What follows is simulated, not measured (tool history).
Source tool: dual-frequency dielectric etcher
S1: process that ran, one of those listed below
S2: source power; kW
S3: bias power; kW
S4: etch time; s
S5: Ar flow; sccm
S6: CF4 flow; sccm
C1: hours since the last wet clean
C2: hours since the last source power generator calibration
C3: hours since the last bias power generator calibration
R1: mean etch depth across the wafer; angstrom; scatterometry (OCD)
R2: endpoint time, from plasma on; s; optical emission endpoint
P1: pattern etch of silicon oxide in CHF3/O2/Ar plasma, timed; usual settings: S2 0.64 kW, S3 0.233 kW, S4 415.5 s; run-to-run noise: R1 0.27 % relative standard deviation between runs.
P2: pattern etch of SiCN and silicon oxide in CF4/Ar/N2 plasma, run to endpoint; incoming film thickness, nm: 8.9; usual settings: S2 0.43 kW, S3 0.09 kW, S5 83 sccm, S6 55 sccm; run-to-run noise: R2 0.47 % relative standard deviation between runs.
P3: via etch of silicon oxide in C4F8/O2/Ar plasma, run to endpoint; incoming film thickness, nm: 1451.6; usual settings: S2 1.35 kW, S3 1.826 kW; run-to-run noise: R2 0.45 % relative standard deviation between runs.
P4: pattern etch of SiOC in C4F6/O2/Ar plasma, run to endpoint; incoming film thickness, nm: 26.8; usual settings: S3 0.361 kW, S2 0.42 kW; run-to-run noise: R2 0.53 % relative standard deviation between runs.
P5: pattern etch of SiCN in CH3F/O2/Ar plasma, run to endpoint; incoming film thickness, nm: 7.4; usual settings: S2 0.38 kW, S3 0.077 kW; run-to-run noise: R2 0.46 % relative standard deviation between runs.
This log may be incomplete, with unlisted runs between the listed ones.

run	hour	S1	S2	S3	S4	S5	S6	C1	C2	C3	R1	R2
1	7.8	P1	0.64	0.233	415.5			174.8	2464.3	2163.7	9145.8	
2	17.3	P4	0.42	0.486				184.3	2473.8	2173.2		8.8049
3	25.7	P1	0.64	0.233	228.5			192.7	2482.2	2181.6	5037.7	
4	30.9	P3	1.04	1.826				197.9	2487.4	2186.8		376.91
5	39.2	P4	0.32	0.361				206.2	2495.7	2195.1		10.902
6	49.2	P2	0.43	0.09		83	78	216.2	2505.7	2205.1		9.6251
7	55.1	P5	0.38	0.061				222.1	2511.6	2211		21.824
8	64	P1	0.64	0.329	415.5			231	2520.5	2219.9	10380	
9	73.9	P1	0.64	0.233	415.5			240.9	2530.4	2229.8	9160.8	
10	81.8	P2	0.43	0.09		83	55	248.8	2538.3	2237.7		10.095
11	91.4	P3	1.35	1.826				258.4	2547.9	2247.3		340.65
12	100.1	P1	0.39	0.233	415.5			267.1	2556.6	2256	7629	
13	107.6	P2	0.43	0.113		83	55	274.6	2564.1	2263.5		9.339
14	114.5	P3	1.35	2.473				281.5	2571	2270.4		312.07
15	123.8	P1	0.64	0.233	415.5			290.8	2580.3	2279.7	9153.2	
16	134	P3	1.35	1.826				301	2590.5	2289.9		344.12
17	141.6	P1	0.82	0.233	415.5			308.6	2598.1	2297.5	10045	
18	147.8	P1	0.64	0.233	415.5			314.8	2604.3	2303.7	9140.8	
19	156.6	P1	0.64	0.233	415.5			323.6	2613.1	2312.5	9178.2	
20	162	P1	0.64	0.155	415.5			329	2618.5	2317.9	8007.8	
21	169.3	P4	0.42	0.361				336.3	2625.8	2325.2		9.8985
22	179.8	P4	0.42	0.361				346.8	2636.3	2335.7		9.8747
23	190.3	P5	0.38	0.077				357.3	2646.8	2346.2		20.277
24	197.8	P1	0.64	0.233	563.5			364.8	2654.3	2353.7	12408	
25	206.7	P1	0.64	0.145	312.5			373.7	2663.2	2362.6	5860	
26	213.2	P2	0.52	0.09		83	55	380.2	2669.7	2369.1		8.5585
27	220.6	P5	0.25	0.077				387.6	2677.1	2376.5		23.628
28	227.3	P1	0.87	0.233	599.5			394.3	2683.8	2383.2	14839	
29	232.9	P1	0.44	0.307	415.5			399.9	2689.4	2388.8	8814.5	
30	241.2	P2	0.43	0.09		50	55	408.2	2697.7	2397.1		9.5695
31	247.9	P1	0.64	0.233	415.5			414.9	2704.4	2403.8	9158.9	
32	256.3	P1	0.64	0.233	415.5			423.3	2712.8	2412.2	9095.4	
33	263	P1	0.64	0.233	415.5			430	2719.5	2418.9	9150	
34	269.7	P1	0.64	0.233	415.5			436.7	2726.2	2425.6	9056.5	
35	280.1	P1	0.64	0.233	415.5			447.1	2736.6	2436	9034.5	
# hour 281.6: wet clean of the chamber
36	288.2	P1	0.64	0.233	415.5			6.6	2744.7	2444.1	9043.1	
37	298	P1	0.64	0.233	415.5			16.4	2754.5	2453.9	9021.2	
38	303	P1	0.64	0.233	415.5			21.4	2759.5	2458.9	9075.1	
39	308.1	P1	0.64	0.233	415.5			26.5	2764.6	2464	9030	
40	319.1	P1	0.64	0.233	415.5			37.5	2775.6	2475	9012.2	
41	328.5	P1	0.64	0.233	415.5			46.9	2785	2484.4	8991.1	
42	333.4	P1	0.64	0.233	415.5			51.8	2789.9	2489.3	9023.6	

P1 no longer gives what it gave before; its output has crept away from where it was. The following 2 causes, each at its listed size, fit the log equally well:
A: source power that arrives under what is set, % = 4.19
B: bias power that arrives under what is set, % = 4.51
The process output started creeping at around hour 247.9.
Other possible causes, and why each is ruled out:
chamber walls in a state that lowers the etch rate, %: was serviced at hour 281.6, once the creep was under way, yet the earlier output never came back

Below are 4 check runs, each averaged over 3 wafers, with their results shown as question marks. Which of them would give clearly different results depending on which cause is behind the drift?
check 1	338.3	P4	0.42	0.361								?
check 2	338.3	P5	0.38	0.077								?
check 3	338.3	P3	1.35	1.826								?
check 4	338.3	P2	0.43	0.09		83	55					?

What every check run would give for each of its results, assuming each possible cause in turn:
check	result	if A	if B
check 1	R2	10.015	10.017
check 2	R2	20.546	20.557
check 3	R2	347.29	345.98
check 4	R2	10.473	10.255
Per-check spread between the two closest causes, in the result where they differ most: check 1 0.02 %; check 2 0.05 %; check 3 0.38 %; check 4 2.11 %
Of the check runs offered, only check 4 discriminates between the causes; the rest would read about the same regardless of which cause applies.

Then check 4 was run and gave: R2 10.273 s. Which cause is it?

Of the candidate causes, it is B: bias power that arrives under what is set, %.
